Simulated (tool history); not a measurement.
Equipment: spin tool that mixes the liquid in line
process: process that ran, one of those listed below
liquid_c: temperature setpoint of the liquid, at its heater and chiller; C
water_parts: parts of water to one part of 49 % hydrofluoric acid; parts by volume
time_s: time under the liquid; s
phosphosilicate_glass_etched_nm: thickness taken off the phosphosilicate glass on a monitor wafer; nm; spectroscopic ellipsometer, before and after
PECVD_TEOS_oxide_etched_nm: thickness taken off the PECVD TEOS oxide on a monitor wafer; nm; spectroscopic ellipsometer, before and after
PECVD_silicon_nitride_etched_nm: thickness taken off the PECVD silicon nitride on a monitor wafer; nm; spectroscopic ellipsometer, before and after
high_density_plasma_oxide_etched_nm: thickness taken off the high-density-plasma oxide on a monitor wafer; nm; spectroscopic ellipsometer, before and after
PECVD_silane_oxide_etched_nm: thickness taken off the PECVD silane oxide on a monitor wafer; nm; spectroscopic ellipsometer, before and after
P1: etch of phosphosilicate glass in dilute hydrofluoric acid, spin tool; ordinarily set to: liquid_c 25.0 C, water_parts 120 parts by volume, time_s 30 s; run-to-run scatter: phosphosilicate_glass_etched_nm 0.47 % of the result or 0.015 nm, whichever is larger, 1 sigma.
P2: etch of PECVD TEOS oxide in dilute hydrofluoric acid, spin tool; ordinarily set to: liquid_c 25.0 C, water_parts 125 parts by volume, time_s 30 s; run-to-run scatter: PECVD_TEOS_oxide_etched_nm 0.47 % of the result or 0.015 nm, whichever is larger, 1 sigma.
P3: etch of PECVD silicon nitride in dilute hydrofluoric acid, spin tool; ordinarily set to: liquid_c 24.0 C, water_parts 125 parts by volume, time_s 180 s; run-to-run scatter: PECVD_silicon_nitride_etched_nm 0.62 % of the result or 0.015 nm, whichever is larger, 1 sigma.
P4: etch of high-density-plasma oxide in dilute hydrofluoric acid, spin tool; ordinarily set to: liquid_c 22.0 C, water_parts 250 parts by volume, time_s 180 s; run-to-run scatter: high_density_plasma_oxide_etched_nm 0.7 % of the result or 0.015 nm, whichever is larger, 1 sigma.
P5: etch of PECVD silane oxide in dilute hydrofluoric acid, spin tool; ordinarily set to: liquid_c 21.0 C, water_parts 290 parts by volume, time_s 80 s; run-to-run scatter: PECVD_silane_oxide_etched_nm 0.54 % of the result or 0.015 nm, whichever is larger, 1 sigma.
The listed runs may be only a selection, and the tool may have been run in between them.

| run | hour | process | liquid_c | water_parts | time_s | hours since the thermometer was replaced | hours since the hydrofluoric acid flow meter was replaced | phosphosilicate_glass_etched_nm | PECVD_TEOS_oxide_etched_nm | PECVD_silicon_nitride_etched_nm | high_density_plasma_oxide_etched_nm | PECVD_silane_oxide_etched_nm |
|---|---|---|---|---|---|---|---|---|---|---|---|---|
| 1 | 4.4 | P1 | 25.0 | 120 | 30 | 616.3 | 296.7 | 29.049 |  |  |  |  |
| 2 | 9.7 | P1 | 25.0 | 120 | 15 | 621.6 | 302.0 | 14.642 |  |  |  |  |
| 3 | 13.9 | P2 | 32.0 | 125 | 30 | 625.8 | 306.2 |  | 8.8387 |  |  |  |
| 4 | 17.1 | P3 | 24.0 | 210 | 180 | 629.0 | 309.4 |  |  | 2.9105 |  |  |
| 5 | 22.2 | P2 | 25.0 | 125 | 30 | 634.1 | 314.5 |  | 6.8002 |  |  |  |
| 6 | 27.1 | P1 | 25.0 | 70 | 30 | 639.0 | 319.4 | 53.076 |  |  |  |  |
| 7 | 31.8 | P3 | 18.0 | 125 | 180 | 643.7 | 324.1 |  |  | 3.2015 |  |  |
| 8 | 35.4 | P1 | 25.0 | 120 | 30 | 647.3 | 327.7 | 28.987 |  |  |  |  |
| 9 | 37.7 | P4 | 22.0 | 250 | 180 | 649.6 | 330.0 |  |  |  | 2.9552 |  |
|  | 42.6 | hydrofluoric acid flow meter replaced |
| 10 | 42.7 | P4 | 28.0 | 250 | 180 | 654.6 | 0.2 |  |  |  | 3.6408 |  |
| 11 | 45.4 | P3 | 24.0 | 125 | 180 | 657.3 | 2.9 |  |  | 4.8695 |  |  |
| 12 | 49.5 | P4 | 22.0 | 250 | 100 | 661.4 | 7.0 |  |  |  | 1.6362 |  |
| 13 | 52.6 | P1 | 17.0 | 120 | 30 | 664.5 | 10.1 | 20.990 |  |  |  |  |
| 14 | 57.2 | P5 | 21.0 | 500 | 80 | 669.1 | 14.7 |  |  |  |  | 4.8998 |
| 15 | 60.6 | P2 | 25.0 | 125 | 50 | 672.5 | 18.1 |  | 11.3130 |  |  |  |
| 16 | 64.8 | P5 | 17.0 | 290 | 80 | 676.7 | 22.3 |  |  |  |  | 8.7119 |
| 17 | 68.5 | P1 | 25.0 | 120 | 30 | 680.4 | 26.0 | 29.141 |  |  |  |  |
| 18 | 73.6 | P1 | 25.0 | 120 | 30 | 685.5 | 31.1 | 29.046 |  |  |  |  |
| 19 | 76.3 | P1 | 25.0 | 120 | 30 | 688.2 | 33.8 | 29.188 |  |  |  |  |
| 20 | 80.0 | P1 | 25.0 | 60 | 60 | 691.9 | 37.5 | 125.690 |  |  |  |  |
| 21 | 84.4 | P1 | 25.0 | 120 | 30 | 696.3 | 41.9 | 29.101 |  |  |  |  |
| 22 | 87.8 | P5 | 21.0 | 290 | 145 | 699.7 | 45.3 |  |  |  |  | 18.3470 |
| 23 | 90.5 | P4 | 22.0 | 150 | 180 | 702.4 | 48.0 |  |  |  | 5.4164 |  |
| 24 | 94.3 | P3 | 24.0 | 125 | 330 | 706.2 | 51.8 |  |  | 8.8761 |  |  |
| 25 | 97.3 | P1 | 25.0 | 120 | 55 | 709.2 | 54.8 | 53.415 |  |  |  |  |
| 26 | 102.0 | P5 | 21.0 | 290 | 80 | 713.9 | 59.5 |  |  |  |  | 10.2300 |
| 27 | 104.4 | P3 | 24.0 | 125 | 180 | 716.3 | 61.9 |  |  | 4.8457 |  |  |
| 28 | 107.5 | P5 | 21.0 | 290 | 80 | 719.4 | 65.0 |  |  |  |  | 10.1190 |
| 29 | 112.6 | P1 | 32.5 | 120 | 30 | 724.5 | 70.1 | 38.320 |  |  |  |  |
| 30 | 116.9 | P1 | 25.0 | 190 | 30 | 728.8 | 74.4 | 17.033 |  |  |  |  |
| 31 | 122.1 | P2 | 25.0 | 60 | 30 | 734.0 | 79.6 |  | 15.4280 |  |  |  |
| 32 | 125.5 | P1 | 25.0 | 120 | 30 | 737.4 | 83.0 | 29.039 |  |  |  |  |
| 33 | 129.5 | P1 | 25.0 | 120 | 30 | 741.4 | 87.0 | 28.337 |  |  |  |  |
| 34 | 133.9 | P1 | 25.0 | 120 | 30 | 745.8 | 91.4 | 27.747 |  |  |  |  |
| 35 | 138.2 | P1 | 25.0 | 120 | 30 | 750.1 | 95.7 | 27.501 |  |  |  |  |
| 36 | 141.5 | P1 | 25.0 | 120 | 30 | 753.4 | 99.0 | 27.292 |  |  |  |  |
| 37 | 146.1 | P1 | 25.0 | 120 | 30 | 758.0 | 103.6 | 27.132 |  |  |  |  |
| 38 | 149.1 | P1 | 25.0 | 120 | 30 | 761.0 | 106.6 | 27.034 |  |  |  |  |
| 39 | 153.5 | P1 | 25.0 | 120 | 30 | 765.4 | 111.0 | 27.016 |  |  |  |  |
| 40 | 157.7 | P1 | 25.0 | 120 | 30 | 769.6 | 115.2 | 26.883 |  |  |  |  |
| 41 | 160.8 | P1 | 25.0 | 120 | 30 | 772.7 | 118.3 | 27.015 |  |  |  |  |

Something has made what P1 gives creep away from where it was; the 2 causes below, each at its own stated size, fit the log equally well:
A: liquid colder than its thermometer reads (K) = 1.93
B: hydrofluoric acid flow below the setpoint (%) = 6.33
Onset of the creep was near hour 125.5.

Below are 4 check runs, each on a single wafer, with their results shown as question marks. Which of them would tell the listed causes apart, meaning the causes would give clearly different results under it?
| check 1 | 163.9 | P5 | 21.0 | 290 | 80 |  |  |  |  |  |  | ? |
| check 2 | 163.9 | P4 | 22.0 | 250 | 180 |  |  |  |  |  | ? |  |
| check 3 | 163.9 | P2 | 25.0 | 125 | 30 |  |  |  | ? |  |  |  |
| check 4 | 163.9 | P3 | 24.0 | 125 | 180 |  |  |  |  | ? |  |  |

If the cause were each of the candidates in turn, the checks would give the following:
| check | result | if A | if B |
|---|---|---|---|
| check 1 | PECVD_silane_oxide_etched_nm | 9.4115 | 9.2948 |
| check 2 | high_density_plasma_oxide_etched_nm | 2.7529 | 2.7250 |
| check 3 | PECVD_TEOS_oxide_etched_nm | 6.2985 | 6.2952 |
| check 4 | PECVD_silicon_nitride_etched_nm | 4.2291 | 4.5004 |
Separation of the two closest causes in each check, using whichever result separates them best: check 1 1.25 %; check 2 1.02 %; check 3 0.05 %; check 4 6.22 %
Check 4 tells the causes apart: in the others they would give nearly the same result.

The results of check 4 are: PECVD_silicon_nitride_etched_nm 4.2466 nm. Based on these, which of the listed causes is it?

The correct cause is A, namely: liquid colder than its thermometer reads (K).
